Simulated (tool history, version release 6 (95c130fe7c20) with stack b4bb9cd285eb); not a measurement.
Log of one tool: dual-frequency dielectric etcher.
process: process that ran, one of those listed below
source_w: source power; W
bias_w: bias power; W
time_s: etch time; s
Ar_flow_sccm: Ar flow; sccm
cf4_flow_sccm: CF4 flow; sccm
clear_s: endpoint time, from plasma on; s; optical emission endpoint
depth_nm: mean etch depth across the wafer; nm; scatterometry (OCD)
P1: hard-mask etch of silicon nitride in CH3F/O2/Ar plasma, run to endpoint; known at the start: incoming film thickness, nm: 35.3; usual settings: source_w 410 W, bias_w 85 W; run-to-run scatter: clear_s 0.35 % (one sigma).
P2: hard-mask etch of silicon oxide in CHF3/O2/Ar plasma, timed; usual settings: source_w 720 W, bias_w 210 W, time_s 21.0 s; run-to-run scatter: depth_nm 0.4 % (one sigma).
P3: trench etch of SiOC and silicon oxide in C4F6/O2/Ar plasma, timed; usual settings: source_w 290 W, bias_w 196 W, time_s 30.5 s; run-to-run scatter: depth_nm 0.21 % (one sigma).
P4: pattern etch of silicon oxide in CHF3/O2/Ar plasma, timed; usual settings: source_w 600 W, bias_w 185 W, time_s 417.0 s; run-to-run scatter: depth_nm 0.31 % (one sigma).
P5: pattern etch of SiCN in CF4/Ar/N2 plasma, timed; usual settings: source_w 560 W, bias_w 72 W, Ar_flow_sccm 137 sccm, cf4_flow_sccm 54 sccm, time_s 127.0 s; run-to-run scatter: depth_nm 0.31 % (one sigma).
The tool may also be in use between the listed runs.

run 1 day=0.221 | process=P1 source_w=410 bias_w=85 | clear_s=47.577
run 2 day=0.546 | process=P1 source_w=410 bias_w=85 | clear_s=47.703
run 3 day=0.717 | process=P4 source_w=600 bias_w=185 time_s=417.0 | depth_nm=836.890
run 4 day=0.983 | process=P5 source_w=560 bias_w=43 time_s=127.0 Ar_flow_sccm=137 cf4_flow_sccm=54 | depth_nm=98.876
run 5 day=1.308 | process=P2 source_w=720 bias_w=141 time_s=21.0 | depth_nm=40.496
run 6 day=1.650 | process=P5 source_w=560 bias_w=72 time_s=127.0 Ar_flow_sccm=137 cf4_flow_sccm=54 | depth_nm=118.410
run 7 day=1.925 | process=P5 source_w=560 bias_w=72 time_s=127.0 Ar_flow_sccm=137 cf4_flow_sccm=36 | depth_nm=110.740
-- day=2.188 wet clean of the chamber
run 8 day=2.204 | process=P1 source_w=320 bias_w=85 | clear_s=52.155
run 9 day=2.471 | process=P3 source_w=290 bias_w=196 time_s=45.5 | depth_nm=80.707
run 10 day=2.721 | process=P5 source_w=560 bias_w=72 time_s=70.0 Ar_flow_sccm=137 cf4_flow_sccm=54 | depth_nm=65.486
run 11 day=2.917 | process=P1 source_w=410 bias_w=119 | clear_s=42.285
run 12 day=3.158 | process=P1 source_w=410 bias_w=68 | clear_s=51.551
run 13 day=3.375 | process=P4 source_w=600 bias_w=224 time_s=417.0 | depth_nm=892.300
run 14 day=3.592 | process=P3 source_w=350 bias_w=196 time_s=30.5 | depth_nm=58.224
run 15 day=3.900 | process=P1 source_w=410 bias_w=85 | clear_s=47.664
run 16 day=4.229 | process=P4 source_w=720 bias_w=185 time_s=417.0 | depth_nm=892.120
run 17 day=4.567 | process=P1 source_w=410 bias_w=85 | clear_s=47.637
run 18 day=4.875 | process=P1 source_w=500 bias_w=85 | clear_s=44.050
run 19 day=5.171 | process=P2 source_w=720 bias_w=210 time_s=21.0 | depth_nm=46.052
run 20 day=5.412 | process=P2 source_w=720 bias_w=210 time_s=16.0 | depth_nm=35.045
run 21 day=5.592 | process=P1 source_w=410 bias_w=85 | clear_s=47.715
run 22 day=5.862 | process=P4 source_w=600 bias_w=185 time_s=322.5 | depth_nm=649.830
run 23 day=6.075 | process=P1 source_w=410 bias_w=85 | clear_s=47.572
run 24 day=6.258 | process=P3 source_w=290 bias_w=138 time_s=30.5 | depth_nm=48.298
run 25 day=6.408 | process=P5 source_w=560 bias_w=72 time_s=127.0 Ar_flow_sccm=165 cf4_flow_sccm=54 | depth_nm=115.310
run 26 day=6.750 | process=P3 source_w=290 bias_w=196 time_s=30.5 | depth_nm=54.212
run 27 day=6.954 | process=P1 source_w=490 bias_w=106 | clear_s=41.175
run 28 day=7.242 | process=P5 source_w=560 bias_w=72 time_s=127.0 Ar_flow_sccm=137 cf4_flow_sccm=54 | depth_nm=118.780
run 29 day=7.571 | process=P1 source_w=410 bias_w=85 | clear_s=47.749
run 30 day=7.808 | process=P2 source_w=970 bias_w=210 time_s=21.0 | depth_nm=51.465
run 31 day=8.121 | process=P5 source_w=400 bias_w=72 time_s=127.0 Ar_flow_sccm=137 cf4_flow_sccm=54 | depth_nm=88.060
run 32 day=8.400 | process=P1 source_w=410 bias_w=85 | clear_s=47.928
run 33 day=8.562 | process=P1 source_w=410 bias_w=85 | clear_s=47.172
run 34 day=8.875 | process=P1 source_w=410 bias_w=85 | clear_s=47.193
run 35 day=9.208 | process=P1 source_w=410 bias_w=85 | clear_s=46.718
-- day=9.471 wet clean of the chamber
run 36 day=9.558 | process=P1 source_w=410 bias_w=85 | clear_s=46.904
run 37 day=9.729 | process=P1 source_w=410 bias_w=85 | clear_s=46.735
run 38 day=9.938 | process=P1 source_w=410 bias_w=85 | clear_s=47.020

What P1 gives has crept away from where it was. These 2 causes fit the log equally well, each at the size given:
A: source power that arrives over what is set, % = 4.72
B: bias power that arrives over what is set, % = 4.98
The creep began at about day 8.400.
Why every other cause is out:
chamber walls in a state that raises the etch rate, %: serviced at day 9.471, which brought nothing back

4 check runs are offered, each on 2 wafers whose results are averaged, their results left as question marks. Which one tells the causes apart?
run check 1 day=10.146 | process=P2 source_w=720 bias_w=155 time_s=21.0 | depth_nm=?
run check 2 day=10.146 | process=P4 source_w=700 bias_w=185 time_s=417.0 | depth_nm=?
run check 3 day=10.146 | process=P5 source_w=560 bias_w=50 time_s=127.0 Ar_flow_sccm=137 cf4_flow_sccm=38 | depth_nm=?
run check 4 day=10.146 | process=P3 source_w=290 bias_w=164 time_s=43.5 | depth_nm=?

What each check would give under each cause:
check=check_1 result=depth_nm if_A=42.547 if_B=42.454
check=check_2 result=depth_nm if_A=901.510 if_B=900.300
check=check_3 result=depth_nm if_A=101.140 if_B=98.953
check=check_4 result=depth_nm if_A=74.121 if_B=73.942
How far apart the two closest causes lie, in the result that separates them most: check 1 0.22 %; check 2 0.13 %; check 3 2.18 %; check 4 0.24 %
Only check 3 tells the causes apart: in the others they would give nearly the same result.

Check 3 was then run and gave: depth_nm 98.921 nm. Which cause is it?

It is B: bias power that arrives over what is set, %.
